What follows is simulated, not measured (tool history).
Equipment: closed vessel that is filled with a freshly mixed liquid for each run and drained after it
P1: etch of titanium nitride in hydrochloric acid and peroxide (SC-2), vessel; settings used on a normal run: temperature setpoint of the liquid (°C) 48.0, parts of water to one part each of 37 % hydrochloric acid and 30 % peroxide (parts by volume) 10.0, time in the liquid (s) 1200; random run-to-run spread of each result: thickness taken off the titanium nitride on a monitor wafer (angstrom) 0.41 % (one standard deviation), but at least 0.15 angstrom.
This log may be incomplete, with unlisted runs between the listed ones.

| run | hour | temperature setpoint of the liquid (°C) | parts of water to one part each of 37 % hydrochloric acid and 30 % peroxide (parts by volume) | time in the liquid (s) | hours since the thermometer was replaced | hours since the chemicals flow meter was replaced | hours since the drum of peroxide was connected | thickness taken off the titanium nitride on a monitor wafer (angstrom) |
|---|---|---|---|---|---|---|---|---|
| 1 | 4.0 | 48.0 | 10.0 | 1200 | 534.1 | 482.9 | 231.8 | 404.030 |
| 2 | 10.8 | 48.0 | 10.0 | 1200 | 540.9 | 489.7 | 238.6 | 403.580 |
| 3 | 16.2 | 48.0 | 4.0 | 1200 | 546.3 | 495.1 | 244.0 | 808.510 |
| 4 | 20.4 | 48.0 | 10.0 | 1200 | 550.5 | 499.3 | 248.2 | 404.000 |
| 5 | 26.3 | 48.0 | 10.0 | 30 | 556.4 | 505.2 | 254.1 | 10.262 |
| 6 | 33.1 | 60.5 | 10.0 | 630 | 563.2 | 512.0 | 260.9 | 475.770 |
| 7 | 40.4 | 56.5 | 13.5 | 1200 | 570.5 | 519.3 | 268.2 | 544.990 |
| 8 | 46.4 | 48.0 | 10.0 | 1200 | 576.5 | 525.3 | 274.2 | 403.140 |
| 9 | 52.6 | 48.0 | 10.0 | 1805 | 582.7 | 531.5 | 280.4 | 601.570 |
| 10 | 59.8 | 48.0 | 18.0 | 1200 | 589.9 | 538.7 | 287.6 | 240.700 |
| 11 | 64.1 | 64.0 | 10.0 | 1200 | 594.2 | 543.0 | 291.9 | 1119.600 |
| 12 | 68.0 | 48.0 | 13.5 | 515 | 598.1 | 546.9 | 295.8 | 133.800 |
| 13 | 74.9 | 35.0 | 10.0 | 1200 | 605.0 | 553.8 | 302.7 | 161.490 |
| 14 | 79.3 | 48.0 | 10.0 | 1200 | 609.4 | 558.2 | 307.1 | 403.630 |
| 15 | 85.3 | 48.0 | 10.0 | 1200 | 615.4 | 564.2 | 313.1 | 405.110 |

What does the tool deliver on the next run?
| 16 | 91.3 | 48.0 | 10.0 | 1200 | 621.4 | 570.2 | 319.1 | ? |

For run 16 the tool returned thickness taken off the titanium nitride on a monitor wafer (angstrom) 388.260.

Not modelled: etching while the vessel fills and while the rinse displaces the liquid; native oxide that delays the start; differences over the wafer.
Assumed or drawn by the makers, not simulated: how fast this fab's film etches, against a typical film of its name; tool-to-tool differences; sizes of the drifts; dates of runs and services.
